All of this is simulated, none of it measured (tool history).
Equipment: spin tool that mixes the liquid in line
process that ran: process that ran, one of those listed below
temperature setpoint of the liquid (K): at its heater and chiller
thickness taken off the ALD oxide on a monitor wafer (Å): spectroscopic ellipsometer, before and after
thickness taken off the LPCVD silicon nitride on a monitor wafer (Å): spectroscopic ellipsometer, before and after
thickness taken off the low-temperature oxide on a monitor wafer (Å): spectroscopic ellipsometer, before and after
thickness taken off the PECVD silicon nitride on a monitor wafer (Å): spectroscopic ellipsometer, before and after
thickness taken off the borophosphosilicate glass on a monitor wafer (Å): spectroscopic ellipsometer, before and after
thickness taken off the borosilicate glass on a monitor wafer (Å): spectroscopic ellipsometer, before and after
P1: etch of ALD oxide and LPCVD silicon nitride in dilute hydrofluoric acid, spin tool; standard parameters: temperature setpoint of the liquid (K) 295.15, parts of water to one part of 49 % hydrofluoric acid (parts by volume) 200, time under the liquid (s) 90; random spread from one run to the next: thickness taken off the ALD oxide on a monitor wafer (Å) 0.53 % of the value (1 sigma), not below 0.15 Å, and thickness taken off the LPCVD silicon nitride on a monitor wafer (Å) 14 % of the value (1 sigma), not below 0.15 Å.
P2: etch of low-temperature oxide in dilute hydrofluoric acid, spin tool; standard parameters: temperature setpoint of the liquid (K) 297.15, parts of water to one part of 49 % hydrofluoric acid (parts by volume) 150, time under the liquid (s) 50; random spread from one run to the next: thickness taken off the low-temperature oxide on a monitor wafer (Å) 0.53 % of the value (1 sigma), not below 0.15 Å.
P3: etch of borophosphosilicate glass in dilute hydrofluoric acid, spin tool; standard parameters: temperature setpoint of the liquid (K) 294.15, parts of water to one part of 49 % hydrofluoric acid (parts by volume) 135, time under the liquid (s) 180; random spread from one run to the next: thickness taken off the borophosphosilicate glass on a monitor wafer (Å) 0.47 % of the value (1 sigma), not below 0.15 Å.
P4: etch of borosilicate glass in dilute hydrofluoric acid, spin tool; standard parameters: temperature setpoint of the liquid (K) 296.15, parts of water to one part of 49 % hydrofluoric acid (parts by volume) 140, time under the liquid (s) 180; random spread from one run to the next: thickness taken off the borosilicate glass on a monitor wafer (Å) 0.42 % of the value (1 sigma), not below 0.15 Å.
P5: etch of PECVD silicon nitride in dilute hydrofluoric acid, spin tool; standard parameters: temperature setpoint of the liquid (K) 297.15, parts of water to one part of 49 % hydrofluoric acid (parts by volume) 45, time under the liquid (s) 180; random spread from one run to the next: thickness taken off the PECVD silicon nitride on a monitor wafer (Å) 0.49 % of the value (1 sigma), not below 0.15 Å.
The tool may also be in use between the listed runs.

run	hour	process that ran	temperature setpoint of the liquid (K)	parts of water to one part of 49 % hydrofluoric acid (parts by volume)	time under the liquid (s)	thickness taken off the ALD oxide on a monitor wafer (Å)	thickness taken off the LPCVD silicon nitride on a monitor wafer (Å)	thickness taken off the low-temperature oxide on a monitor wafer (Å)	thickness taken off the PECVD silicon nitride on a monitor wafer (Å)	thickness taken off the borophosphosilicate glass on a monitor wafer (Å)	thickness taken off the borosilicate glass on a monitor wafer (Å)
1	6.5	P1	295.15	200	90	43.309	2.2402				
2	11	P2	297.15	40	50			472.82			
3	15.6	P5	297.15	45	180				110.96		
4	19.3	P2	297.15	150	15			33.26			
5	25.7	P1	302.65	200	90	57.161	2.8831				
6	29.5	P3	294.15	135	180					476.54	
7	36.3	P1	295.15	200	90	43.501	1.9869				
8	41.5	P3	290.15	135	180					406.31	
9	45.5	P5	297.15	30	180				163.99		
10	49.4	P1	295.15	315	140	38.679	1.5827				
11	54.9	P1	295.15	200	90	43.09	1.5739				
12	58.2	P3	294.15	135	15					39.54	
13	64.3	P4	296.15	85	180						529.83
14	67.5	P5	297.15	45	180				110.4		
15	73.8	P4	296.15	140	180						301.87
16	80.1	P1	295.15	200	150	72.214	2.9652				
17	85.1	P1	302.15	200	140	86.574	4.1959				
18	88.4	P4	296.15	140	180						299.68
19	92.1	P1	295.15	335	90	22.549	1.1044				
20	95.6	P1	295.15	100	30	32.442	1.7247				
21	102.3	P2	297.15	150	50			110.16			
22	107	P5	292.15	45	180				78.078		
23	111	P5	297.15	45	300				183.86		
24	114.1	P4	302.15	140	180						378.39
25	119.5	P4	296.15	140	75						125.33
26	123.3	P1	290.15	200	90	35.947	1.0603				
27	126.3	P1	295.15	200	90	43.72	1.8169				
28	132	P1	295.15	200	90	43.563	2.0571				
29	137.4	P3	294.15	240	180					240.07	
30	140.6	P1	295.15	200	30	14.442	0.44935				
31	143.8	P1	295.15	85	90	115.59	5.155				
32	147.6	P2	292.65	150	50			92.407			
33	151.8	P1	295.15	200	90	43.081	1.5464				
34	156.6	P1	295.15	200	90	42.681	2.19				
35	162.4	P1	295.15	200	90	42.212	1.9326				
36	165.8	P1	295.15	200	90	41.849	1.7694				
37	169.7	P1	295.15	200	90	41.197	2.0425				
38	174	P1	295.15	200	90	41.264	1.9424				
39	180.5	P1	295.15	200	90	41.436	1.8644				
40	184.8	P1	295.15	200	90	40.84	1.3837				
41	190.9	P1	295.15	200	90	40.976	1.6818				
42	194.4	P1	295.15	200	90	41.375	1.6913				
43	199.4	P1	295.15	200	90	41.227	2.099				
44	205.9	P1	295.15	200	90	40.99	2.0703				

P1 has crept away from where it was. The log is fitted equally well by each of these 2 causes, at the sizes shown:
A: hydrofluoric acid flow below the setpoint (%) = 4.76
B: liquid colder than its thermometer reads (K) = 1.55
The process output started creeping at around hour 151.8.

Which of the 4 check runs listed below separates the causes, so that each cause would produce a clearly different result? Each run uses one wafer, and its results are marked with question marks.
check 1	212.4	P4	296.15	140	180						?
check 2	212.4	P3	294.15	135	180					?	
check 3	212.4	P5	297.15	45	180				?		
check 4	212.4	P2	297.15	150	50			?			

Outcome of each check run for each possible cause:
check	result	if A	if B
check 1	thickness taken off the borosilicate glass on a monitor wafer (Å)	284	282.85
check 2	thickness taken off the borophosphosilicate glass on a monitor wafer (Å)	449.2	446.5
check 3	thickness taken off the PECVD silicon nitride on a monitor wafer (Å)	105.55	99.628
check 4	thickness taken off the low-temperature oxide on a monitor wafer (Å)	104.55	104.3
Gap, in per cent, between the two causes that each check separates least, read from the result that separates them most: check 1 0.41 %; check 2 0.6 %; check 3 5.77 %; check 4 0.24 %
The other checks would show nearly matching results whichever cause is true, so check 3 is the only one that separates the causes.

With check 3 done, the readings were: thickness taken off the PECVD silicon nitride on a monitor wafer (Å) 105.05. Identify which of the listed causes applies.

The correct cause is A, namely: hydrofluoric acid flow below the setpoint (%).

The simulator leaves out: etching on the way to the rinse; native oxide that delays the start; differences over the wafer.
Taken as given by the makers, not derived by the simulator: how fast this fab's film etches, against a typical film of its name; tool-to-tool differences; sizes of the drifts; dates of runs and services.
